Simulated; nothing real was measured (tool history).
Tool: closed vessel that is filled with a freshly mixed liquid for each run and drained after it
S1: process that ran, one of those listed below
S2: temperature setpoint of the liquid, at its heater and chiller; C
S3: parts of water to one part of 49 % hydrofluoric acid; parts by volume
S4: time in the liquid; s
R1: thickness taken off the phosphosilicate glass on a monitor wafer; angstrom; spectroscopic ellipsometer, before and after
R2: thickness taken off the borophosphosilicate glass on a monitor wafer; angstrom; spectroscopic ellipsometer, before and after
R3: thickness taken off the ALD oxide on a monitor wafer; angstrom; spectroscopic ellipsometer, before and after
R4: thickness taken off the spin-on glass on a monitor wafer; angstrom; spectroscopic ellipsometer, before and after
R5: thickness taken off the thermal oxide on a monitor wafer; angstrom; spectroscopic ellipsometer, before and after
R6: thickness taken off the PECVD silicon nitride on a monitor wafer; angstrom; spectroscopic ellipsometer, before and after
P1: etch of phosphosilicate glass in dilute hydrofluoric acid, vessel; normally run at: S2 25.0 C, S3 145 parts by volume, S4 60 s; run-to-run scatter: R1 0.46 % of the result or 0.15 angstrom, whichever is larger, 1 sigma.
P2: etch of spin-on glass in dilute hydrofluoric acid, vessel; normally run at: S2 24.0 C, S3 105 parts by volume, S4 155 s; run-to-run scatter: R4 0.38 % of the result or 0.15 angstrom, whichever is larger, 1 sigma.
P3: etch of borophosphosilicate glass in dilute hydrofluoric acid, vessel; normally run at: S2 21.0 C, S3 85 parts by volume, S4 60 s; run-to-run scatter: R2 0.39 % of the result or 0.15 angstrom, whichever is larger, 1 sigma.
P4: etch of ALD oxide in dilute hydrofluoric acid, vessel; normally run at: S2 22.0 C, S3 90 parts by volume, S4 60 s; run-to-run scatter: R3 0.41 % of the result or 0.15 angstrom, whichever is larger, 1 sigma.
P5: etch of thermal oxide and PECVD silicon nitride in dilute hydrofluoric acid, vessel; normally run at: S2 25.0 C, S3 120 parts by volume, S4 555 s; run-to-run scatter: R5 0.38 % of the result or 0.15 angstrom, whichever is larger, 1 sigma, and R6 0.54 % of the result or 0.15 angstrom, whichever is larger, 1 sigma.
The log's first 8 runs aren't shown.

run	hour	S1	S2	S3	S4	R1	R2	R3	R4	R5	R6
9	114.4	P4	22.0	90	60			202.21			
10	129.8	P1	17.5	145	60	489.14					
11	139.8	P2	24.0	55	155				706.89		
12	157.1	P5	17.5	120	555					169.04	71.908
13	167.3	P5	25.0	215	555					113.94	67.156
14	177.5	P2	24.0	105	155				348.38		
15	186.3	P1	25.0	145	60	650.66					
16	198.5	P5	25.0	120	555					228.29	120.040
17	212.5	P1	25.0	145	30	327.11					
18	223.0	P2	17.5	105	155				269.53		
19	234.2	P2	24.0	105	295				664.69		
20	241.9	P4	22.0	90	60			202.54			
# hour 249.7: hydrofluoric acid flow meter replaced
21	254.9	P1	25.0	35	60	3105.30					
22	271.7	P5	25.0	120	1100					454.68	236.960
23	279.7	P4	22.0	145	60			117.87			
24	287.3	P1	25.0	255	60	325.01					

Run 25 comes next. What will it give?
# hour 290.6: thermometer replaced
25	295.9	P4	17.0	90	60			?			

{"run 25": {"R3": 164.16}}

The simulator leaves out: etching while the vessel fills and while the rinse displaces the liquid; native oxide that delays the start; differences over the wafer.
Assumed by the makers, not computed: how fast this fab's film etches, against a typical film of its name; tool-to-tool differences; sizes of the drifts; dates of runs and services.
